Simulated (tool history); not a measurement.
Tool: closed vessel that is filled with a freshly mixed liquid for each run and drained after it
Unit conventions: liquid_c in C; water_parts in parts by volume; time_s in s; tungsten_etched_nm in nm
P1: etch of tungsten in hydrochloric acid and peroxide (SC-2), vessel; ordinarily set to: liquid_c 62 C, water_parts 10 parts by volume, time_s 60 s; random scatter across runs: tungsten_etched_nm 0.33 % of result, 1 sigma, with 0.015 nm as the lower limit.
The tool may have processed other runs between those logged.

| run | day | liquid_c | water_parts | time_s | hours since the thermometer was replaced | hours since the chemicals flow meter was replaced | hours since the drum of peroxide was connected | tungsten_etched_nm |
|---|---|---|---|---|---|---|---|---|
| 1 | 0.262 | 62 | 10 | 60 | 329.7 | 181.2 | 577 | 25.113 |
| 2 | 0.483 | 62 | 18 | 60 | 335 | 186.5 | 582.3 | 15.012 |
| 3 | 0.721 | 62 | 10 | 60 | 340.7 | 192.2 | 588 | 25.269 |
| 4 | 0.862 | 62 | 17.5 | 30 | 344.1 | 195.6 | 591.4 | 7.7831 |
|  | 0.912 | thermometer replaced |
| 5 | 1.067 | 62 | 14 | 30 | 3.7 | 200.5 | 596.3 | 9.4002 |
| 6 | 1.292 | 62 | 14 | 100 | 9.1 | 205.9 | 601.7 | 31.319 |
| 7 | 1.438 | 62 | 10 | 60 | 12.6 | 209.4 | 605.2 | 25.162 |
| 8 | 1.592 | 62 | 10 | 30 | 16.3 | 213.1 | 608.9 | 12.599 |
| 9 | 1.775 | 62 | 4 | 60 | 20.7 | 217.5 | 613.3 | 50.358 |
| 10 | 1.975 | 62 | 10 | 60 | 25.5 | 222.3 | 618.1 | 25.189 |
| 11 | 2.188 | 62 | 10 | 60 | 30.6 | 227.4 | 623.2 | 25.098 |
| 12 | 2.367 | 62 | 10 | 95 | 34.9 | 231.7 | 627.5 | 39.8 |
| 13 | 2.633 | 45.5 | 10 | 60 | 41.3 | 238.1 | 633.9 | 8.5862 |
| 14 | 2.9 | 62 | 10 | 60 | 47.7 | 244.5 | 640.3 | 25.083 |
| 15 | 3.025 | 72 | 10 | 60 | 50.7 | 247.5 | 643.3 | 45.985 |
| 16 | 3.158 | 62 | 10 | 60 | 53.9 | 250.7 | 646.5 | 25.106 |
| 17 | 3.338 | 62 | 10 | 60 | 58.2 | 255 | 650.8 | 26.208 |
| 18 | 3.471 | 62 | 10 | 60 | 61.4 | 258.2 | 654 | 26.588 |
| 19 | 3.608 | 62 | 10 | 60 | 64.7 | 261.5 | 657.3 | 26.839 |
| 20 | 3.817 | 62 | 10 | 60 | 69.7 | 266.5 | 662.3 | 27.056 |
| 21 | 4.017 | 62 | 10 | 60 | 74.5 | 271.3 | 667.1 | 27.05 |
| 22 | 4.292 | 62 | 10 | 60 | 81.1 | 277.9 | 673.7 | 27.34 |

Something has made what P1 gives creep away from where it was; the 2 causes below, each at its own stated size, fit the log equally well:
A: liquid hotter than its thermometer reads (K) = 1.29
B: chemicals flow above the setpoint (%) = 10.1
The creep began at about day 3.158.
The rest of the possible causes, and what rules out each one:
peroxide weaker than its label (%): at most 8, giving a -7.4 % change in tungsten_etched_nm: too small, or against the direction of the creep

Of the 4 check runs below, each run on 2 wafers with the results averaged and each result still a question mark, which one would tell the listed causes apart?
| check 1 | 4.567 | 62 | 17 | 30 |  |  |  | ? |
| check 2 | 4.567 | 56 | 17.5 | 60 |  |  |  | ? |
| check 3 | 4.567 | 62 | 14 | 60 |  |  |  | ? |
| check 4 | 4.567 | 52.5 | 4 | 60 |  |  |  | ? |

How each check would come out, cause by cause:
| check | result | if A | if B |
|---|---|---|---|
| check 1 | tungsten_etched_nm | 8.5951 | 8.6464 |
| check 2 | tungsten_etched_nm | 11.503 | 11.541 |
| check 3 | tungsten_etched_nm | 20.413 | 20.495 |
| check 4 | tungsten_etched_nm | 29.835 | 29.207 |
Separation of the two closest causes in each check, using whichever result separates them best: check 1 0.6 %; check 2 0.33 %; check 3 0.4 %; check 4 2.12 %
Only in check 4 would the causes give clearly different results; in the remaining checks their results would be nearly the same.

Then check 4 was run and gave: tungsten_etched_nm 29.223 nm. Which cause is it?

It was cause B: chemicals flow above the setpoint (%).

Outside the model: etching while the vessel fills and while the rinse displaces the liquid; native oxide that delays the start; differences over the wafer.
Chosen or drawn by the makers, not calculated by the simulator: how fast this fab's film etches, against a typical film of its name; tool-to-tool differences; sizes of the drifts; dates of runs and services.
